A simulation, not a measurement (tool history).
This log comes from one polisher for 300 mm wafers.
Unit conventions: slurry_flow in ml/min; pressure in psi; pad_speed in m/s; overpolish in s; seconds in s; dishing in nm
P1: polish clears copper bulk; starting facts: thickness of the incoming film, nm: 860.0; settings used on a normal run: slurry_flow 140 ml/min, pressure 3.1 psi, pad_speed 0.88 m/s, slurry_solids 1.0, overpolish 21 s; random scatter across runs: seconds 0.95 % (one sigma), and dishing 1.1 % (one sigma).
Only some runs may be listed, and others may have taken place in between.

run,hour,slurry_flow,pressure,pad_speed,slurry_solids,overpolish,seconds,dishing
1,2.2,140,3.1,0.88,1.0,21,91.850,89.980
2,5.1,140,3.1,0.44,1.0,21,186.310,60.368
3,8.1,215,3.1,0.88,1.0,21,86.524,92.883
4,11.6,140,1.8,0.88,1.0,21,158.060,61.314
5,14.2,85,3.1,0.48,1.0,21,188.270,58.724
6,18.4,140,3.1,0.88,1.0,21,91.883,90.485
7,20.9,85,3.1,0.88,1.0,30,105.190,101.570
8,24.2,140,3.1,0.88,1.0,21,91.884,88.542
9,26.3,140,3.1,0.88,1.0,21,91.564,91.089
10,29.1,140,4.7,0.88,1.0,21,60.802,113.970
11,31.5,140,3.1,0.88,0.5,21,107.090,82.467
12,34.8,140,3.1,0.88,1.5,21,83.705,92.295
13,39.0,140,3.1,0.88,1.4,6,85.923,40.984
14,43.5,140,3.1,0.88,1.0,43,91.648,115.140
15,45.9,140,3.1,0.88,1.0,21,93.577,89.256
16,48.8,140,3.1,0.88,1.0,21,92.187,90.244
17,50.9,140,3.1,0.88,1.0,6,92.398,38.476
18,54.2,140,3.1,1.28,1.0,21,62.631,106.360
19,58.5,85,3.1,0.88,1.0,21,101.850,85.353
20,63.0,140,3.1,0.88,1.0,21,91.965,90.159
21,67.3,140,3.1,0.88,1.0,21,92.582,90.181
22,71.8,140,3.1,0.88,1.0,21,95.463,89.521
23,74.1,140,3.1,0.88,1.0,21,97.457,88.078
24,78.3,140,3.1,0.88,1.0,21,98.846,86.527
25,82.8,140,3.1,0.88,1.0,21,99.886,86.941
# hour 85.6: slurry blender recalibrated
26,85.8,140,3.1,0.88,1.0,21,100.300,85.718
# hour 87.2: head pressure recalibrated
27,89.5,140,3.1,0.88,1.0,21,102.440,87.068
28,94.0,140,3.1,0.88,1.0,21,100.990,85.890

The output of P1 has drifted from where it used to be. Each of the 2 causes below, taken at the size shown beside it, accounts for the log equally well:
A: removal rate lost through wear of the pad, % = 8.77
B: slurry flow missing at the pad, % = 33.9
The gradual shift began around hour 67.3.
The rest of the possible causes, and what rules out each one:
head's pressure below its setpoint, %: maintenance at hour 87.2, after the shift began, did not return the process to its former output
abrasive missing from the slurry, %: maintenance at hour 85.6, after the shift began, did not return the process to its former output

The list below offers 4 check runs, each averaging the results of 2 wafers, and shows each result as a question mark. For which of them would the listed causes give clearly different results?
check 1,98.5,140,3.1,0.70,0.55,21,?,?
check 2,98.5,140,4.7,1.06,1.00,21,?,?
check 3,98.5,85,3.1,0.60,1.00,21,?,?
check 4,98.5,140,3.1,0.88,1.50,21,?,?

Expected result of each check under each candidate cause:
check,result,if A,if B
check 1,seconds,143.860,143.870
check 1,dishing,70.069,70.063
check 2,seconds,55.382,55.389
check 2,dishing,116.510,116.510
check 3,seconds,166.470,174.940
check 3,dishing,63.629,61.494
check 4,seconds,92.532,92.544
check 4,dishing,89.922,89.916
Per-check spread between the two closest causes, in the result where they differ most: check 1 0.01 %; check 2 0.01 %; check 3 4.96 %; check 4 0.01 %
Of the check runs offered, only check 3 discriminates between the causes; the rest would read about the same regardless of which cause applies.

The results of check 3 are: seconds 173.730 s; dishing 61.686 nm. Based on these, which of the listed causes is it?

It was cause B: slurry flow missing at the pad, %.
